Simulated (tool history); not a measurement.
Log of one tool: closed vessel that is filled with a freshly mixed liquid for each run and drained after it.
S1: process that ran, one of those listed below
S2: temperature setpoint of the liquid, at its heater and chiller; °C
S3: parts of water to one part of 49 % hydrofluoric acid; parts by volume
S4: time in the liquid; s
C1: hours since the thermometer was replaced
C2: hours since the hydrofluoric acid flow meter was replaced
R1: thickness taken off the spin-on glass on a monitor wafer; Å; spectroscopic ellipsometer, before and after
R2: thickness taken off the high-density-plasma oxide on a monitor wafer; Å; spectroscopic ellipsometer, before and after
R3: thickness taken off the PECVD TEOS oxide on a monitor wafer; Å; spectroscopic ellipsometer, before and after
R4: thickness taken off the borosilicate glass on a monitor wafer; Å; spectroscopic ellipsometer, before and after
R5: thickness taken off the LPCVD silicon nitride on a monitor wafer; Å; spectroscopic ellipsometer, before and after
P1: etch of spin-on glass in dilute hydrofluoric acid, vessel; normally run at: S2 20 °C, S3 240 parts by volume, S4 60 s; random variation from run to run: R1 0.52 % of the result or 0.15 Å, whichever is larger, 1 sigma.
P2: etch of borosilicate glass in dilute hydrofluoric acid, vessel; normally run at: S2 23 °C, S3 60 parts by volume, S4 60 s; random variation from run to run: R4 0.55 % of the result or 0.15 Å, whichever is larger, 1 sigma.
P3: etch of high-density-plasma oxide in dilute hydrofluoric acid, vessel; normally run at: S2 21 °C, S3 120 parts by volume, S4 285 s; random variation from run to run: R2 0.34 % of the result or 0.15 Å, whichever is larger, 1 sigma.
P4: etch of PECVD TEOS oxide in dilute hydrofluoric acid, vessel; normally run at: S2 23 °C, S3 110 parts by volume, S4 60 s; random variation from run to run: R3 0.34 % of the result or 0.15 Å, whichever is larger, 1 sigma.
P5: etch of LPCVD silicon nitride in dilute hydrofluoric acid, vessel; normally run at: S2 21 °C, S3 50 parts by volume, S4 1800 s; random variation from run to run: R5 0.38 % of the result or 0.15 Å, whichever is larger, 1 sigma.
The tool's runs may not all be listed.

{"run": 1, "hour": 17.6, "S1": "P1", "S2": 20, "S3": 240, "S4": 60, "C1": 764.1, "C2": 566.2, "R1": 125.34}
{"run": 2, "hour": 31.4, "S1": "P3", "S2": 21, "S3": 120, "S4": 285, "C1": 777.9, "C2": 580, "R2": 102.47}
{"run": 3, "hour": 40.1, "S1": "P1", "S2": 26, "S3": 240, "S4": 60, "C1": 786.6, "C2": 588.7, "R1": 156.67}
{"run": 4, "hour": 50.9, "S1": "P1", "S2": 20, "S3": 240, "S4": 100, "C1": 797.4, "C2": 599.5, "R1": 209.08}
{"run": 5, "hour": 59.0, "S1": "P3", "S2": 21, "S3": 205, "S4": 285, "C1": 805.5, "C2": 607.6, "R2": 55.006}
{"run": 6, "hour": 73.9, "S1": "P3", "S2": 17, "S3": 120, "S4": 285, "C1": 820.4, "C2": 622.5, "R2": 86.707}
{"run": 7, "hour": 90.2, "S1": "P4", "S2": 23, "S3": 25, "S4": 60, "C1": 836.7, "C2": 638.8, "R3": 706.07}
{"run": 8, "hour": 104.9, "S1": "P2", "S2": 23, "S3": 60, "S4": 30, "C1": 851.4, "C2": 653.5, "R4": 154.27}
{"run": 9, "hour": 120.0, "S1": "P1", "S2": 17, "S3": 240, "S4": 35, "C1": 866.5, "C2": 668.6, "R1": 64.561}
{"run": 10, "hour": 130.9, "S1": "P1", "S2": 20, "S3": 90, "S4": 60, "C1": 877.4, "C2": 679.5, "R1": 384.99}
{"run": 11, "hour": 142.3, "S1": "P5", "S2": 17, "S3": 50, "S4": 1800, "C1": 888.8, "C2": 690.9, "R5": 111.58}
{"run": 12, "hour": 156.5, "S1": "P1", "S2": 17, "S3": 240, "S4": 60, "C1": 903, "C2": 705.1, "R1": 110.59}
{"run": 13, "hour": 165.5, "S1": "P5", "S2": 21, "S3": 50, "S4": 3550, "C1": 912, "C2": 714.1, "R5": 292.19}
{"run": 14, "hour": 173.7, "S1": "P1", "S2": 20, "S3": 240, "S4": 60, "C1": 920.2, "C2": 722.3, "R1": 125.61}
{"run": 15, "hour": 184.1, "S1": "P5", "S2": 21, "S3": 85, "S4": 1800, "C1": 930.6, "C2": 732.7, "R5": 88.02}
{"run": 16, "hour": 202.5, "S1": "P1", "S2": 20, "S3": 240, "S4": 60, "C1": 949, "C2": 751.1, "R1": 123.83}
{"run": 17, "hour": 217.5, "S1": "P1", "S2": 26, "S3": 90, "S4": 60, "C1": 964, "C2": 766.1, "R1": 493.47}
{"run": 18, "hour": 226.8, "S1": "P3", "S2": 21, "S3": 120, "S4": 285, "C1": 973.3, "C2": 775.4, "R2": 101.97}
{"run": 19, "hour": 238.9, "S1": "P1", "S2": 20, "S3": 240, "S4": 30, "C1": 985.4, "C2": 787.5, "R1": 63.359}
{"run": 20, "hour": 253.4, "S1": "P2", "S2": 30, "S3": 60, "S4": 60, "C1": 999.9, "C2": 802, "R4": 405.75}
{"run": 21, "hour": 265.6, "S1": "P2", "S2": 23, "S3": 90, "S4": 60, "C1": 1012.1, "C2": 814.2, "R4": 198.13}
{"run": 22, "hour": 281.0, "S1": "P3", "S2": 21, "S3": 120, "S4": 150, "C1": 1027.5, "C2": 829.6, "R2": 53.723}
{"run": 23, "hour": 295.8, "S1": "P4", "S2": 29, "S3": 110, "S4": 60, "C1": 1042.3, "C2": 844.4, "R3": 182.33}
{"run": 24, "hour": 312.4, "S1": "P1", "S2": 20, "S3": 240, "S4": 60, "C1": 1058.9, "C2": 861, "R1": 124.31}
{"run": 25, "hour": 330.7, "S1": "P4", "S2": 23, "S3": 110, "S4": 95, "C1": 1077.2, "C2": 879.3, "R3": 227.58}
{"run": 26, "hour": 339.5, "S1": "P5", "S2": 21, "S3": 50, "S4": 1800, "C1": 1086, "C2": 888.1, "R5": 148.6}
{"run": 27, "hour": 354.0, "S1": "P2", "S2": 23, "S3": 60, "S4": 60, "C1": 1100.5, "C2": 902.6, "R4": 310.5}
{"run": 28, "hour": 362.7, "S1": "P1", "S2": 20, "S3": 380, "S4": 60, "C1": 1109.2, "C2": 911.3, "R1": 70}
{"run": 29, "hour": 381.0, "S1": "P1", "S2": 20, "S3": 240, "S4": 60, "C1": 1127.5, "C2": 929.6, "R1": 125.01}
{"run": 30, "hour": 390.2, "S1": "P4", "S2": 23, "S3": 110, "S4": 60, "C1": 1136.7, "C2": 938.8, "R3": 143.71}
{"run": 31, "hour": 398.7, "S1": "P4", "S2": 23, "S3": 110, "S4": 60, "C1": 1145.2, "C2": 947.3, "R3": 143.9}
{"run": 32, "hour": 410.5, "S1": "P1", "S2": 20, "S3": 240, "S4": 60, "C1": 1157, "C2": 959.1, "R1": 125.85}
{"run": 33, "hour": 427.7, "S1": "P1", "S2": 20, "S3": 240, "S4": 60, "C1": 1174.2, "C2": 976.3, "R1": 129.63}
{"run": 34, "hour": 436.8, "S1": "P1", "S2": 20, "S3": 240, "S4": 60, "C1": 1183.3, "C2": 985.4, "R1": 130.83}
{"run": 35, "hour": 455.2, "S1": "P1", "S2": 20, "S3": 240, "S4": 60, "C1": 1201.7, "C2": 1003.8, "R1": 132.25}
{"run": 36, "hour": 471.9, "S1": "P1", "S2": 20, "S3": 240, "S4": 60, "C1": 1218.4, "C2": 1020.5, "R1": 133.16}
{"run": 37, "hour": 486.1, "S1": "P1", "S2": 20, "S3": 240, "S4": 60, "C1": 1232.6, "C2": 1034.7, "R1": 132.84}
{"run": 38, "hour": 497.1, "S1": "P1", "S2": 20, "S3": 240, "S4": 60, "C1": 1243.6, "C2": 1045.7, "R1": 132.53}

What P1 gives has crept away from where it was. These 2 causes fit the log equally well, each at the size given:
A: liquid hotter than its thermometer reads (K) = 1.8
B: hydrofluoric acid flow above the setpoint (%) = 5.66
The creep began at about hour 410.5.

4 check runs are offered, one wafer each, their results left as question marks. Which one tells the causes apart?
{"run": "check 1", "hour": 508.1, "S1": "P2", "S2": 26.5, "S3": 85, "S4": 60, "R4": "?"}
{"run": "check 2", "hour": 508.1, "S1": "P3", "S2": 21, "S3": 185, "S4": 175, "R2": "?"}
{"run": "check 3", "hour": 508.1, "S1": "P4", "S2": 26, "S3": 110, "S4": 60, "R3": "?"}
{"run": "check 4", "hour": 508.1, "S1": "P5", "S2": 21, "S3": 50, "S4": 3435, "R5": "?"}

What each check would give under each cause:
check=check_1 result=R4 if_A=258.96 if_B=256.67
check=check_2 result=R2 if_A=40.753 if_B=40.611
check=check_3 result=R3 if_A=173.72 if_B=172.62
check=check_4 result=R5 if_A=319.73 if_B=298.21
How far apart the two closest causes lie, in the result that separates them most: check 1 0.89 %; check 2 0.35 %; check 3 0.64 %; check 4 6.97 %
Check 4 tells the causes apart: in the others they would give nearly the same result.

Check 4 was then run and gave: R5 299.29 Å. Which cause is it?

It is B: hydrofluoric acid flow above the setpoint (%).
